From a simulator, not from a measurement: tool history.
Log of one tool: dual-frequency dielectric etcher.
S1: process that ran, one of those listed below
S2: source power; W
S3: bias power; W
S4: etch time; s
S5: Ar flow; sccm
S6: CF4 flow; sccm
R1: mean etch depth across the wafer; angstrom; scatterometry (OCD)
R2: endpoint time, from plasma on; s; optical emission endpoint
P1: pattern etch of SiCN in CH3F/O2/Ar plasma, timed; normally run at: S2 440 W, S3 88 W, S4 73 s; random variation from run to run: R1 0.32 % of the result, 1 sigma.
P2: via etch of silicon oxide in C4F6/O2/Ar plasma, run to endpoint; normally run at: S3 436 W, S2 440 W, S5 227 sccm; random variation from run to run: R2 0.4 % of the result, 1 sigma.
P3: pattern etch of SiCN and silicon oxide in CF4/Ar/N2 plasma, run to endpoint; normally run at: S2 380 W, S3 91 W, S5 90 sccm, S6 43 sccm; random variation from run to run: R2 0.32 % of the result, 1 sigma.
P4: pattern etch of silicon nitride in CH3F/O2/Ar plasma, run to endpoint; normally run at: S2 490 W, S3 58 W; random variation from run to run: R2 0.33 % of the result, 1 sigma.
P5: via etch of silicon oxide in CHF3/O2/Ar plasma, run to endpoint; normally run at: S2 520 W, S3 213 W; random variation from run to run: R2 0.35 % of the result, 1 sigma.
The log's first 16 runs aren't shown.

run    day  S1   S2   S3  S4  S5  S6      R1      R2
 17  5.671  P3  380   91      72  43          10.804
 18  5.975  P1  440   88  73          309.64
 19  6.271  P5  520  213                      213.23
 20    6.5  P4  490   58                      31.062
 21  6.958  P1  440   51  73          256.35
 22  7.292  P1  440   88  73          308.13
 23    7.7  P3  380   69      90  43          12.354
 24  8.008  P1  440   88  43          181.86
 25  8.404  P1  440  113  73          338.22
 26  8.725  P3  380   91      90  52          10.974

The next listed run, before its measurement:
 27  8.996  P1  440  88  73           ?

{"run 27": {"R1": 306.46}}
